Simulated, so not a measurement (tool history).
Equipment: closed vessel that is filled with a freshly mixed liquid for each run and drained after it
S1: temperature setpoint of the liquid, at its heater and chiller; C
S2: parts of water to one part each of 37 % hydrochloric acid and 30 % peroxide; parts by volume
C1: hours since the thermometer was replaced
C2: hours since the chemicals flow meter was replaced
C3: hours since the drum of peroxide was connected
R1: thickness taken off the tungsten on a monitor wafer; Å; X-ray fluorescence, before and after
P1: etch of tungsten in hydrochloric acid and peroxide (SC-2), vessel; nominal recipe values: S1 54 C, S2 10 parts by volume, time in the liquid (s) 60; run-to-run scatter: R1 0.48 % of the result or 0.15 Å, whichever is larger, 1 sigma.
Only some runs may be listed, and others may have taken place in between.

Run 1, hour 14.9: S1 54 C, S2 10 parts by volume, time in the liquid (s) 60; C1 482.6; C2 1105.4; C3 624.3. Result: R1 85.588 Å.
Run 2, hour 22.1: S1 54 C, S2 10 parts by volume, time in the liquid (s) 110; C1 489.8; C2 1112.6; C3 631.5. Result: R1 158.3 Å.
Run 3, hour 31.3: S1 54 C, S2 4 parts by volume, time in the liquid (s) 60; C1 499; C2 1121.8; C3 640.7. Result: R1 171.41 Å.
Run 4, hour 46: S1 54 C, S2 10 parts by volume, time in the liquid (s) 60; C1 513.7; C2 1136.5; C3 655.4. Result: R1 84.953 Å.
Run 5, hour 60.7: S1 54 C, S2 10 parts by volume, time in the liquid (s) 60; C1 528.4; C2 1151.2; C3 670.1. Result: R1 85.535 Å.
Run 6, hour 68.2: S1 62 C, S2 10 parts by volume, time in the liquid (s) 60; C1 535.9; C2 1158.7; C3 677.6. Result: R1 141.82 Å.
Run 7, hour 78.2: S1 54 C, S2 16.5 parts by volume, time in the liquid (s) 60; C1 545.9; C2 1168.7; C3 687.6. Result: R1 55.222 Å.
At hour 86.6: chemicals flow meter replaced.
Run 8, hour 87.1: S1 61.5 C, S2 10 parts by volume, time in the liquid (s) 115; C1 554.8; C2 0.6; C3 696.5. Result: R1 264.53 Å.
Run 9, hour 95.3: S1 62.5 C, S2 4 parts by volume, time in the liquid (s) 60; C1 563; C2 8.8; C3 704.7. Result: R1 293.09 Å.
Run 10, hour 108.1: S1 54 C, S2 10 parts by volume, time in the liquid (s) 60; C1 575.8; C2 21.6; C3 717.5. Result: R1 85.338 Å.
Run 11, hour 121.6: S1 54 C, S2 10 parts by volume, time in the liquid (s) 60; C1 589.3; C2 35.1; C3 731. Result: R1 85.373 Å.
Run 12, hour 132.3: S1 37.5 C, S2 10 parts by volume, time in the liquid (s) 60; C1 600; C2 45.8; C3 741.7. Result: R1 27.545 Å.
Run 13, hour 145.6: S1 54 C, S2 10 parts by volume, time in the liquid (s) 30; C1 613.3; C2 59.1; C3 755. Result: R1 42.615 Å.
Run 14, hour 161.6: S1 54 C, S2 10 parts by volume, time in the liquid (s) 60; C1 629.3; C2 75.1; C3 771. Result: R1 85.235 Å.
Run 15, hour 171.3: S1 54 C, S2 10 parts by volume, time in the liquid (s) 60; C1 639; C2 84.8; C3 780.7. Result: R1 85.071 Å.
Run 16, hour 183.9: S1 54 C, S2 10 parts by volume, time in the liquid (s) 60; C1 651.6; C2 97.4; C3 793.3. Result: R1 88.26 Å.
Run 17, hour 195.9: S1 54 C, S2 10 parts by volume, time in the liquid (s) 60; C1 663.6; C2 109.4; C3 805.3. Result: R1 90.345 Å.
Run 18, hour 210.2: S1 54 C, S2 10 parts by volume, time in the liquid (s) 60; C1 677.9; C2 123.7; C3 819.6. Result: R1 91.485 Å.
Run 19, hour 225.9: S1 54 C, S2 10 parts by volume, time in the liquid (s) 60; C1 693.6; C2 139.4; C3 835.3. Result: R1 92.064 Å.
Run 20, hour 238.1: S1 54 C, S2 10 parts by volume, time in the liquid (s) 60; C1 705.8; C2 151.6; C3 847.5. Result: R1 92.165 Å.
Run 21, hour 251.6: S1 54 C, S2 10 parts by volume, time in the liquid (s) 60; C1 719.3; C2 165.1; C3 861. Result: R1 92.414 Å.

P1 has crept away from where it was. The log is fitted equally well by each of these 2 causes, at the sizes shown:
A: chemicals flow above the setpoint (%) = 9.61
B: liquid hotter than its thermometer reads (K) = 1.18
At approximately hour 171.3, the process output began to creep.
Every other cause this tool's parts could produce, and why it does not fit the log:
peroxide weaker than its label (%): limited to 8, which would change R1 by -7.4 %, either short of the creep or opposite in sign

Each of the check runs listed below is run on 3 wafers and reports their average, with the results left as question marks. Pick the one under which the possible causes would lead to clearly different results.
Run check 1, hour 265.1: S1 54 C, S2 14 parts by volume, time in the liquid (s) 110. Result: R1 ?.
Run check 2, hour 265.1: S1 54 C, S2 10 parts by volume, time in the liquid (s) 100. Result: R1 ?.
Run check 3, hour 265.1: S1 38 C, S2 4 parts by volume, time in the liquid (s) 60. Result: R1 ?.
Run check 4, hour 265.1: S1 54 C, S2 14 parts by volume, time in the liquid (s) 60. Result: R1 ?.

What each check would give under each cause:
  check  result    if A    if B
check 1      R1  127.27  126.85
check 2      R1  153.67  153.76
check 3      R1  60.769  62.261
check 4      R1   69.42  69.191
Distance between the nearest two causes, measured in the result of the check that separates them most: check 1 0.33 %; check 2 0.06 %; check 3 2.43 %; check 4 0.33 %
The causes can be told apart only by check 3. The other checks would give nearly the same results under each of them.

Check 3 has now been run. It gave: R1 62.312 Å. Which of the candidate causes is it?

It was cause B: liquid hotter than its thermometer reads (K).

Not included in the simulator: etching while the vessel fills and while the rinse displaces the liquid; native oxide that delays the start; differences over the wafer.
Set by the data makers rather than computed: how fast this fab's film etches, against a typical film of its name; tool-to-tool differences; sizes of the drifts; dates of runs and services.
